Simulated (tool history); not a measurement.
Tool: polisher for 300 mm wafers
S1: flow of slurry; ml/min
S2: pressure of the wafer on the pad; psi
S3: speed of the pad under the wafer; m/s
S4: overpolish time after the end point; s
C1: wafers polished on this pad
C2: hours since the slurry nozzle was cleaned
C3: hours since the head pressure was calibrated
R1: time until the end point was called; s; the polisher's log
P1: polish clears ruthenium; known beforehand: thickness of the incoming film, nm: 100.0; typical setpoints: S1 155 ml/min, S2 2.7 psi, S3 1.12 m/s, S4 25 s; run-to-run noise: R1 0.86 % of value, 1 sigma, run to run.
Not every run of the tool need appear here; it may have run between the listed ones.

run  hour   S1   S2    S3  S4    C1     C2     C3       R1
  1   5.0  155  2.7  1.12  25   161  161.6  288.5   69.382
  2  12.8  240  2.7  1.12  25   269  169.4  296.3   64.864
  3  20.9  155  2.7  0.64  25   382  177.5  304.4  119.600
  4  28.9  155  2.7  1.66  25   493  185.5  312.4   46.405
  5  35.1  155  2.7  1.12  25   579  191.7  318.6   69.142
  6  43.2  155  4.1  1.12  25   691  199.8  326.7   45.586
  7  50.4  155  2.7  1.12  25   791  207.0  333.9   69.705
  8  55.9  225  2.7  1.56  25   868  212.5  339.4   46.949
  9  63.8  155  2.7  1.12  25   977  220.4  347.3   69.629
 10  71.4  155  1.5  1.12  25  1083  228.0  354.9  123.140
 11  76.1  155  2.7  1.12  49  1148  232.7  359.6   69.314

Expected results for the next run?
 12  80.6  155  2.7  1.12  13  1211  237.2  364.1   ?

{"run 12": {"R1": 69.088}}
